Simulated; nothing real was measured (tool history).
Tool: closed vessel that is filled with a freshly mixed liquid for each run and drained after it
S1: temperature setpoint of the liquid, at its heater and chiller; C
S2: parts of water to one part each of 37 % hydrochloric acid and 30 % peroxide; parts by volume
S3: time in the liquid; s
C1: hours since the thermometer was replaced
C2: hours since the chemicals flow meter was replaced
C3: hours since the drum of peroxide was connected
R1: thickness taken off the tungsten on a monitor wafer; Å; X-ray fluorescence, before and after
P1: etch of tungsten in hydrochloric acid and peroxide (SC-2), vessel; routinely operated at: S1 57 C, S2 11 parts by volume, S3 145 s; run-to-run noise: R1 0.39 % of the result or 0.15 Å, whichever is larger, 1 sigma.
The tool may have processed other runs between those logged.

run	hour	S1	S2	S3	C1	C2	C3	R1
1	9.9	57	11	145	1229	1084	696	242.3
2	16.3	57	11	145	1235.4	1090.4	702.4	242.05
3	27.4	57	11	145	1246.5	1101.5	713.5	242.9
4	32.4	68.5	11	145	1251.5	1106.5	718.5	496.87
5	41.8	57	11	225	1260.9	1115.9	727.9	375.66
6	47	57	11	145	1266.1	1121.1	733.1	243.93
7	52.4	57	11	55	1271.5	1126.5	738.5	91.814
8	60	40.5	11	145	1279.1	1134.1	746.1	80.085
9	68.7	57	11	145	1287.8	1142.8	754.8	241.6
10	76	57	6.5	30	1295.1	1150.1	762.1	76.512
11	84.7	57	4	145	1303.8	1158.8	770.8	526.87
# hour 90.1: thermometer replaced
12	93.4	48	4	145	3.4	1167.5	779.5	293.56
13	104.3	57	11	145	14.3	1178.4	790.4	244.06
14	114	57	11	145	24	1188.1	800.1	242.77
15	122.8	57	16.5	145	32.8	1196.9	808.9	171.64
16	133.4	57	11	145	43.4	1207.5	819.5	243.89
17	143.6	57	11	145	53.6	1217.7	829.7	250.9
18	153.8	57	11	145	63.8	1227.9	839.9	255.69
19	158.6	57	11	145	68.6	1232.7	844.7	254.59
20	167.2	57	11	145	77.2	1241.3	853.3	257.53
21	177.9	57	11	145	87.9	1252	864	259.9
22	183	57	11	145	93	1257.1	869.1	258.1
23	189.2	57	11	145	99.2	1263.3	875.3	258.96
24	194.2	57	11	145	104.2	1268.3	880.3	257.87
25	204.8	57	11	145	114.8	1278.9	890.9	259.76
26	212.3	57	11	145	122.3	1286.4	898.4	259.45

Something has made what P1 gives creep away from where it was; the 2 causes below, each at its own stated size, fit the log equally well:
A: liquid hotter than its thermometer reads (K) = 1.06
B: chemicals flow above the setpoint (%) = 8.34
The drift started at roughly hour 133.4.
What rules out each remaining cause:
peroxide weaker than its label (%): at most 8, giving a -7.4 % change in R1: too small, or against the direction of the creep

Which of the check runs below tells the causes apart, meaning the causes would give it clearly different results? Each run uses 2 wafers whose results are averaged, and each result is shown as a question mark.
check 1	219.8	65	11	145				?
check 2	219.8	49	15.5	145				?
check 3	219.8	41.5	4	145				?
check 4	219.8	45.5	11	220				?

Check results expected under each cause:
check	result	if A	if B
check 1	R1	426.89	428.18
check 2	R1	114.8	114.76
check 3	R1	200.7	196.42
check 4	R1	185.2	184.27
Separation of the two closest causes in each check, using whichever result separates them best: check 1 0.3 %; check 2 0.03 %; check 3 2.16 %; check 4 0.51 %
The other checks would show nearly matching results whichever cause is true, so check 3 is the only one that separates the causes.

Check 3 was carried out, with these results: R1 196.81 Å. Which of the listed causes is responsible?

B is the cause: chemicals flow above the setpoint (%).
